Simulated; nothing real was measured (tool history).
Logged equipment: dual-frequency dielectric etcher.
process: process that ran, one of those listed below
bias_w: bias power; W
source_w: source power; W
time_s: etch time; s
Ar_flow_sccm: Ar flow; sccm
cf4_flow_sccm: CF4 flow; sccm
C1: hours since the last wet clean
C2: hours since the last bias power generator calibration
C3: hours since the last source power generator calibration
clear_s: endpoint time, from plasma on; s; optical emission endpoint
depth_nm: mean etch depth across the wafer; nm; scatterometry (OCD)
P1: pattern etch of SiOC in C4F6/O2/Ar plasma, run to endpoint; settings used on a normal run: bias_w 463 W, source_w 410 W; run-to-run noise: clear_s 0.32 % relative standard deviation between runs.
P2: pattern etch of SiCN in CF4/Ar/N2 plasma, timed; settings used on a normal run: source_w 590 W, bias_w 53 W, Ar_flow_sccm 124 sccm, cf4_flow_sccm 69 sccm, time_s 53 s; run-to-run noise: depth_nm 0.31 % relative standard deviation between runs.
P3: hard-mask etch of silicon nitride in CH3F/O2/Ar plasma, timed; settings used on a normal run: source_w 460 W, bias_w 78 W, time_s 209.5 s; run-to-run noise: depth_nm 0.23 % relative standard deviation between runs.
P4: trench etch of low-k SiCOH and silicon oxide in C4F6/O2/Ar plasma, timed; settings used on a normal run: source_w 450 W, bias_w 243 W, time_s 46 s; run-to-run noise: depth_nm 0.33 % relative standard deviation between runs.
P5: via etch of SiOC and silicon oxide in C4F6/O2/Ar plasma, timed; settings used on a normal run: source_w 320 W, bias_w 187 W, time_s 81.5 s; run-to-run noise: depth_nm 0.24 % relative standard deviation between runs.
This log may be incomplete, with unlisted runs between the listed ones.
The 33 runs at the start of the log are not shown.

Run 34, hour 459.9: process P1, bias_w 312 W, source_w 300 W; C1 189.7; C2 1437.4; C3 3412.8. Result: clear_s 21.091 s.
Run 35, hour 478.2: process P1, bias_w 463 W, source_w 410 W; C1 208; C2 1455.7; C3 3431.1. Result: clear_s 16.263 s.
Run 36, hour 492.6: process P1, bias_w 463 W, source_w 410 W; C1 222.4; C2 1470.1; C3 3445.5. Result: clear_s 16.189 s.
Run 37, hour 503.6: process P1, bias_w 463 W, source_w 410 W; C1 233.4; C2 1481.1; C3 3456.5. Result: clear_s 16.178 s.
Run 38, hour 512.6: process P1, bias_w 463 W, source_w 410 W; C1 242.4; C2 1490.1; C3 3465.5. Result: clear_s 16.1 s.
Run 39, hour 523.1: process P1, bias_w 463 W, source_w 410 W; C1 252.9; C2 1500.6; C3 3476. Result: clear_s 16.074 s.
Run 40, hour 536.9: process P1, bias_w 463 W, source_w 410 W; C1 266.7; C2 1514.4; C3 3489.8. Result: clear_s 16.189 s.
At hour 540.4: wet clean of the chamber.
Run 41, hour 551.5: process P1, bias_w 463 W, source_w 410 W; C1 11.1; C2 1529; C3 3504.4. Result: clear_s 16.059 s.
Run 42, hour 565.6: process P1, bias_w 463 W, source_w 410 W; C1 25.2; C2 1543.1; C3 3518.5. Result: clear_s 16.077 s.
Run 43, hour 577.7: process P1, bias_w 463 W, source_w 410 W; C1 37.3; C2 1555.2; C3 3530.6. Result: clear_s 16.044 s.

What will run 44 give?
Run 44, hour 594.6: process P1, bias_w 463 W, source_w 410 W; C1 54.2; C2 1572.1; C3 3547.5. Result: clear_s ?.

clear_s: 15.997 s

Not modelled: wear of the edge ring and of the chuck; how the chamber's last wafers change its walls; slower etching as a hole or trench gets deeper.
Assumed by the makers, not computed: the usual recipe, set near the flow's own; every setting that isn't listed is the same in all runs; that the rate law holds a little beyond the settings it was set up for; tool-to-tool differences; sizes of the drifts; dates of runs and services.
